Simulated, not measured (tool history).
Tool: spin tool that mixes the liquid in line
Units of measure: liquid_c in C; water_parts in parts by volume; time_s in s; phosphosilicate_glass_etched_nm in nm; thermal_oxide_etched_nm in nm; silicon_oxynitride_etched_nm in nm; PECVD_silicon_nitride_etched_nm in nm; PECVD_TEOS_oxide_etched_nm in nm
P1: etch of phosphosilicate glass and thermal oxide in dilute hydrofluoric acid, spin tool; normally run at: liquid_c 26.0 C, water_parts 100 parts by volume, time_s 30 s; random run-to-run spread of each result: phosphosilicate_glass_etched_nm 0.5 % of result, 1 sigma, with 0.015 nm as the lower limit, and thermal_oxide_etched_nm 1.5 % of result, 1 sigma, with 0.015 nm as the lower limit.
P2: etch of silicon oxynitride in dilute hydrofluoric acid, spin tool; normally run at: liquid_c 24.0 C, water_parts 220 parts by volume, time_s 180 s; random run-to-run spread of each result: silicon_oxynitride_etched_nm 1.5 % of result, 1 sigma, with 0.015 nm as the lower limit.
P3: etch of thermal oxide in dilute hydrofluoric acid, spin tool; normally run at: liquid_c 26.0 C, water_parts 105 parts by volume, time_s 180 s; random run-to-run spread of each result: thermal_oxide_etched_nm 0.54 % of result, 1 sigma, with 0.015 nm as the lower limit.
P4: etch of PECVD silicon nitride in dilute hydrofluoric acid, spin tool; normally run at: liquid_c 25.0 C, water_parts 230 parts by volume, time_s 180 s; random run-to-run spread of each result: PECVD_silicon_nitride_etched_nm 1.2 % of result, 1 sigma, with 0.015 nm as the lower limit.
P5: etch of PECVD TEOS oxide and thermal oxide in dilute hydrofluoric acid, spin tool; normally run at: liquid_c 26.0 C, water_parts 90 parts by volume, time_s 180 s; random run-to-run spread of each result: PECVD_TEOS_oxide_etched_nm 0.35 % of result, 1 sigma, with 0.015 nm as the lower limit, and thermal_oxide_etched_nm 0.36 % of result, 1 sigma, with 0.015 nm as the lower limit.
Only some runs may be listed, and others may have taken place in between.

run	hour	process	liquid_c	water_parts	time_s	hours since the thermometer was replaced	hours since the hydrofluoric acid flow meter was replaced	phosphosilicate_glass_etched_nm	thermal_oxide_etched_nm	silicon_oxynitride_etched_nm	PECVD_silicon_nitride_etched_nm	PECVD_TEOS_oxide_etched_nm
1	11.0	P1	26.0	100	30	875.5	708.9	51.786	1.56690			
2	24.6	P2	24.0	380	180	889.1	722.5			0.80583		
3	34.5	P4	25.0	230	180	899.0	732.4				1.78580	
4	43.5	P1	26.0	100	50	908.0	741.4	86.280	2.54190			
5	53.7	P1	26.0	100	30	918.2	751.6	51.410	1.53010			
6	65.0	P2	24.0	220	275	929.5	762.9			2.51400		
7	77.5	P1	29.5	100	30	942.0	775.4	58.989	1.76360			
8	86.7	P5	19.0	90	180	951.2	784.6		7.27060			16.3100
9	92.7	P4	25.0	230	180	957.2	790.6				1.88180	
10	105.7	P5	26.0	90	40	970.2	803.6		2.14910			4.8163
11	118.9	P5	26.0	90	180	983.4	816.8		9.62480			21.6790
12	129.5	P4	25.0	230	60	994.0	827.4				0.62148	
13	137.5	P1	26.0	100	15	1002.0	835.4	25.524	0.77411			
14	149.2	P2	32.0	220	180	1013.7	847.1			2.26200		
15	161.6	P3	26.0	60	180	1026.1	859.5		15.88800			
16	169.4	P1	19.0	100	55	1033.9	867.3	71.250	2.09700			
17	179.0	P3	31.5	105	180	1043.5	876.9		10.48600			
18	189.0	P3	26.0	105	180	1053.5	886.9		8.52170			
19	201.0	P1	26.0	175	30	1065.5	898.9	26.965	0.79000			
20	210.4	P1	26.0	50	30	1074.9	908.3	110.160	3.26700			
21	223.7	P2	24.0	220	180	1088.2	921.6			1.64550		
22	235.4	P1	26.0	100	30	1099.9	933.3	51.435	1.51350			
23	249.1	P4	29.5	230	180	1113.6	947.0				2.43130	
24	259.1	P5	26.0	45	180	1123.6	957.0		20.42800			45.8990
25	270.6	P1	19.5	100	30	1135.1	968.5	39.491	1.19180			
26	280.1	P3	26.0	105	100	1144.6	978.0		4.71410			
27	291.3	P1	26.0	100	30	1155.8	989.2	51.649	1.53760			
28	300.5	P4	25.0	50	180	1165.0	998.4				8.38260	
29	310.4	P1	26.0	100	30	1174.9	1008.3	51.196	1.54410			
30	320.7	P1	26.0	100	30	1185.2	1018.6	49.148	1.48030			
31	333.7	P1	26.0	100	30	1198.2	1031.6	48.862	1.46350			
32	342.7	P1	26.0	100	30	1207.2	1040.6	48.031	1.45670			
33	349.5	P1	26.0	100	30	1214.0	1047.4	47.612	1.45070			
34	362.2	P1	26.0	100	30	1226.7	1060.1	47.385	1.39890			
35	368.4	P1	26.0	100	30	1232.9	1066.3	46.779	1.38160			
36	378.9	P1	26.0	100	30	1243.4	1076.8	46.831	1.38950			
37	389.0	P1	26.0	100	30	1253.5	1086.9	46.856	1.42830			

Something has made what P1 gives creep away from where it was; the 2 causes below, each at its own stated size, fit the log equally well:
A: hydrofluoric acid flow below the setpoint (%) = 7.76
B: liquid colder than its thermometer reads (K) = 2.33
The gradual shift began around hour 310.4.

Each of the check runs listed below is run on 3 wafers and reports their average, with the results left as question marks. Pick the one under which the possible causes would lead to clearly different results.
check 1	399.1	P5	26.0	90	180				?			?
check 2	399.1	P2	24.0	220	180					?		
check 3	399.1	P3	26.0	105	180				?			
check 4	399.1	P4	25.0	230	180						?	

Outcome of each check run for each possible cause:
check	result	if A	if B
check 1	thermal_oxide_etched_nm	8.79340	8.77840
check 1	PECVD_TEOS_oxide_etched_nm	19.7690	19.7350
check 2	silicon_oxynitride_etched_nm	1.48580	1.47130
check 3	thermal_oxide_etched_nm	7.75970	7.76500
check 4	PECVD_silicon_nitride_etched_nm	1.72090	1.61180
Separation of the two closest causes in each check, using whichever result separates them best: check 1 0.17 %; check 2 0.98 %; check 3 0.07 %; check 4 6.55 %
The causes can be told apart only by check 4. The other checks would give nearly the same results under each of them.

Check 4 was carried out, with these results: PECVD_silicon_nitride_etched_nm 1.73730 nm. Which of the listed causes is responsible?

Of the candidate causes, it is A: hydrofluoric acid flow below the setpoint (%).

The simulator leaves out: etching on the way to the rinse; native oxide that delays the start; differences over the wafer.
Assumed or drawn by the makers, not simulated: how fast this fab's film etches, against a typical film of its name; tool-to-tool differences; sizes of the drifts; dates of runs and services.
